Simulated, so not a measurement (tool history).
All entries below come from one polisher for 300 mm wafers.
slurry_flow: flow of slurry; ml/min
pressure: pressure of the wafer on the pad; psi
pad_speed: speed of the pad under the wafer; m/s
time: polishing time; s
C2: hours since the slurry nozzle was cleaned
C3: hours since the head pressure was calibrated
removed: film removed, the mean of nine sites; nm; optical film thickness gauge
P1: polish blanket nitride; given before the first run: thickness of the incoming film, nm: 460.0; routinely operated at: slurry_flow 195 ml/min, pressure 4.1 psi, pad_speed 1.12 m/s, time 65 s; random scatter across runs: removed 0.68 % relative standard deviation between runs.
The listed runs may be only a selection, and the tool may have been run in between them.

{"run": 1, "hour": 17.5, "slurry_flow": 195, "pressure": 4.1, "pad_speed": 1.12, "time": 65, "wafers polished on this pad": 731, "C2": 355.9, "C3": 208.1, "removed": 160.96}
{"run": 2, "hour": 35.4, "slurry_flow": 195, "pressure": 2.5, "pad_speed": 1.12, "time": 34, "wafers polished on this pad": 966, "C2": 373.8, "C3": 226.0, "removed": 50.937}
{"run": 3, "hour": 44.1, "slurry_flow": 300, "pressure": 4.1, "pad_speed": 1.12, "time": 65, "wafers polished on this pad": 1080, "C2": 382.5, "C3": 234.7, "removed": 166.47}
{"run": 4, "hour": 57.9, "slurry_flow": 195, "pressure": 4.1, "pad_speed": 1.76, "time": 65, "wafers polished on this pad": 1262, "C2": 396.3, "C3": 248.5, "removed": 229.19}
{"run": 5, "hour": 67.6, "slurry_flow": 195, "pressure": 4.1, "pad_speed": 1.12, "time": 98, "wafers polished on this pad": 1389, "C2": 406.0, "C3": 258.2, "removed": 241.31}
{"run": 6, "hour": 80.1, "slurry_flow": 195, "pressure": 6.3, "pad_speed": 1.12, "time": 65, "wafers polished on this pad": 1553, "C2": 418.5, "C3": 270.7, "removed": 245.23}
{"run": 7, "hour": 98.0, "slurry_flow": 195, "pressure": 2.8, "pad_speed": 1.12, "time": 89, "wafers polished on this pad": 1789, "C2": 436.4, "C3": 288.6, "removed": 149.33}
{"run": 8, "hour": 110.7, "slurry_flow": 195, "pressure": 1.9, "pad_speed": 1.12, "time": 65, "wafers polished on this pad": 1955, "C2": 449.1, "C3": 301.3, "removed": 74.799}
{"run": 9, "hour": 123.6, "slurry_flow": 195, "pressure": 4.1, "pad_speed": 1.12, "time": 33, "wafers polished on this pad": 2125, "C2": 462.0, "C3": 314.2, "removed": 81.159}
{"run": 10, "hour": 136.5, "slurry_flow": 195, "pressure": 2.2, "pad_speed": 0.68, "time": 65, "wafers polished on this pad": 2294, "C2": 474.9, "C3": 327.1, "removed": 57.587}
{"hour": 141.1, "done": "head pressure recalibrated"}
{"run": 11, "hour": 146.5, "slurry_flow": 195, "pressure": 4.1, "pad_speed": 1.12, "time": 65, "wafers polished on this pad": 2426, "C2": 484.9, "C3": 5.5, "removed": 160.99}
{"run": 12, "hour": 163.8, "slurry_flow": 195, "pressure": 4.1, "pad_speed": 1.12, "time": 65, "wafers polished on this pad": 2653, "C2": 502.2, "C3": 22.8, "removed": 161.65}
{"run": 13, "hour": 174.8, "slurry_flow": 120, "pressure": 4.1, "pad_speed": 1.12, "time": 65, "wafers polished on this pad": 2798, "C2": 513.2, "C3": 33.8, "removed": 147.6}
{"run": 14, "hour": 189.8, "slurry_flow": 195, "pressure": 4.1, "pad_speed": 0.76, "time": 65, "wafers polished on this pad": 2995, "C2": 528.2, "C3": 48.8, "removed": 116.5}
{"run": 15, "hour": 207.5, "slurry_flow": 195, "pressure": 4.1, "pad_speed": 1.12, "time": 65, "wafers polished on this pad": 3227, "C2": 545.9, "C3": 66.5, "removed": 160.16}
{"run": 16, "hour": 218.6, "slurry_flow": 195, "pressure": 4.1, "pad_speed": 1.12, "time": 65, "wafers polished on this pad": 3373, "C2": 557.0, "C3": 77.6, "removed": 160.13}
{"run": 17, "hour": 229.3, "slurry_flow": 195, "pressure": 4.1, "pad_speed": 1.12, "time": 65, "wafers polished on this pad": 3514, "C2": 567.7, "C3": 88.3, "removed": 158.86}
{"run": 18, "hour": 240.4, "slurry_flow": 195, "pressure": 4.1, "pad_speed": 1.12, "time": 65, "wafers polished on this pad": 3659, "C2": 578.8, "C3": 99.4, "removed": 155.55}
{"run": 19, "hour": 252.3, "slurry_flow": 195, "pressure": 4.1, "pad_speed": 1.12, "time": 65, "wafers polished on this pad": 3816, "C2": 590.7, "C3": 111.3, "removed": 153.98}
{"run": 20, "hour": 262.5, "slurry_flow": 195, "pressure": 4.1, "pad_speed": 1.12, "time": 65, "wafers polished on this pad": 3950, "C2": 600.9, "C3": 121.5, "removed": 152.46}
{"run": 21, "hour": 272.9, "slurry_flow": 195, "pressure": 4.1, "pad_speed": 1.12, "time": 65, "wafers polished on this pad": 4086, "C2": 611.3, "C3": 131.9, "removed": 149.71}
{"run": 22, "hour": 281.1, "slurry_flow": 195, "pressure": 4.1, "pad_speed": 1.12, "time": 65, "wafers polished on this pad": 4194, "C2": 619.5, "C3": 140.1, "removed": 149.3}

Forecast run 23:
{"hour": 283.1, "done": "head pressure recalibrated"}
{"run": 23, "hour": 298.7, "slurry_flow": 195, "pressure": 4.1, "pad_speed": 1.12, "time": 65, "wafers polished on this pad": 4425, "C2": 637.1, "C3": 15.7, "removed": "?"}

removed: 150.410 nm
